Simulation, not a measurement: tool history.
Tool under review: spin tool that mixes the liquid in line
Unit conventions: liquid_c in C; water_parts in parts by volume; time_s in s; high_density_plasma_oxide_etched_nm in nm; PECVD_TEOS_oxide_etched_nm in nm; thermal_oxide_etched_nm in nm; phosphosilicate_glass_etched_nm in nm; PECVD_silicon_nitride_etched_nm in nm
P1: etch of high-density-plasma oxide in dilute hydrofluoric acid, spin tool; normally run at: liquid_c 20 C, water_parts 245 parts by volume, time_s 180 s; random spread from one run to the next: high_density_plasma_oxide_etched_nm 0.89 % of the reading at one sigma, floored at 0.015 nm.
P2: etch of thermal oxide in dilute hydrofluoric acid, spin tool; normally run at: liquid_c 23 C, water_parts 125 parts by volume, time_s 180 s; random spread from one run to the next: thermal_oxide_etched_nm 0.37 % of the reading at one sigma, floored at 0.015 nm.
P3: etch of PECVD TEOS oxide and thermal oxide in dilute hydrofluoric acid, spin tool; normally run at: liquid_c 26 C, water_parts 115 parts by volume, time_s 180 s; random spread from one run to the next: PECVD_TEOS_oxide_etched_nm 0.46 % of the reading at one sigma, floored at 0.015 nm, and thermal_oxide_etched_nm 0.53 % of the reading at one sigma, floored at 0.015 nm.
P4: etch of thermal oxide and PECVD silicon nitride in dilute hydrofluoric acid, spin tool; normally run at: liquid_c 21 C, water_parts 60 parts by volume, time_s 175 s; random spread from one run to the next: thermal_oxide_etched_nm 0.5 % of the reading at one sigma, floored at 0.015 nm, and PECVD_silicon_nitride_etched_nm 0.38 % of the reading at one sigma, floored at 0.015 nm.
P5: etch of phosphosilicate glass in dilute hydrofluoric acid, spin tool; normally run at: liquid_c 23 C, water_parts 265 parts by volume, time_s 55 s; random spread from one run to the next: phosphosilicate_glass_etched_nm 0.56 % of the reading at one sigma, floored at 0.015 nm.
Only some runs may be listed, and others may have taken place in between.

run   hour  process  liquid_c  water_parts  time_s  hours since the thermometer was replaced  hours since the hydrofluoric acid flow meter was replaced  high_density_plasma_oxide_etched_nm  PECVD_TEOS_oxide_etched_nm  thermal_oxide_etched_nm  phosphosilicate_glass_etched_nm  PECVD_silicon_nitride_etched_nm
  1    5.3       P1        20          245     180                                     194.5                                                      405.1                               2.9964
  2    9.7       P1      25.5          245     180                                     198.9                                                      409.5                               3.6806
  3   18.7       P3        20          115     180                                     207.9                                                      418.5                                                           11.105                   5.8283
  4   25.1       P5        23          265      55                                     214.3                                                      424.9                                                                                                                     9.4921
  5   30.7       P5        23          265      55                                     219.9                                                      430.5                                                                                                                     9.5044
  6   37.3       P1        20          245     180                                     226.5                                                      437.1                               3.0089
  7     45       P3        26          115     180                                     234.2                                                      444.8                                                           14.217                   7.4662
  8   53.2       P5        31          265      55                                     242.4                                                        453                                                                                                                     12.486
  9   61.2       P1      25.5          115     180                                     250.4                                                        461                               9.1593
 10   66.8       P1        17          245     180                                       256                                                      466.6                               2.7033
 11   72.1       P1        20          410     180                                     261.3                                                      471.9                               1.5334
 12   80.1       P1        20          245     305                                     269.3                                                      479.9                               5.0974
 13   87.5       P2        23          125     180                                     276.7                                                      487.3                                                                                    6.3508
 14   96.7       P1        17          245     330                                     285.9                                                      496.5                               4.9475
 15  103.3       P1        20          245     180                                     292.5                                                      503.1                               2.9774
 16  112.6       P1        20          245      45                                     301.8                                                      512.4                              0.75659
 17  119.8       P1        20          150     180                                       309                                                      519.6                               5.2642
 18  128.4       P4        21           60     175                                     317.6                                                      528.2                                                                                    12.892                                                             10.51
 19  136.4       P3        26          115     180                                     325.6                                                      536.2                                                           14.036                   7.3153
 20  143.3       P3        26          115      70                                     332.5                                                      543.1                                                           5.4991                    2.872
 21  150.3       P5        23          400      55                                     339.5                                                      550.1                                                                                                                     5.6013
 22  160.4       P4        21           60      95                                     349.6                                                      560.2                                                                                    6.9729                                                            5.7631
 23  169.9       P2        23           50     180                                     359.1                                                      569.7                                                                                    17.221
 24  177.6       P2        23          125     180                                     366.8                                                      577.4                                                                                     6.307
 25  183.9       P3        26           70     180                                     373.1                                                      583.7                                                           24.441                   12.991
 26  189.1       P2        23          125      75                                     378.3                                                      588.9                                                                                    2.6404
 27  193.7       P2        17          125     180                                     382.9                                                      593.5                                                                                    4.9179
 28  202.1       P4        17           60     175                                     391.3                                                      601.9                                                                                    10.935                                                            7.9308
 29  208.8       P1        17          245     260                                       398                                                      608.6                                3.903
 30  213.6       P1        20          245     180                                     402.8                                                      613.4                               2.9886
 31    223       P4        21           85     175                                     412.2                                                      622.8                                                                                    8.7687                                                            7.4916
 32  227.4       P5        23          265      80                                     416.6                                                      627.2                                                                                                                     14.009
 33  236.7       P4        21           60     175                                     425.9                                                      636.5                                                                                    12.813                                                            10.493
 34  244.7       P1        20          245     180                                     433.9                                                      644.5                               2.9987
 35  249.3       P1        20          245     180                                     438.5                                                      649.1                               3.0927

The next listed run, before its measurement:
 36  259.3       P1        20          245     180                                     448.5                                                      659.1                                    ?

high_density_plasma_oxide_etched_nm: 3.1855 nm
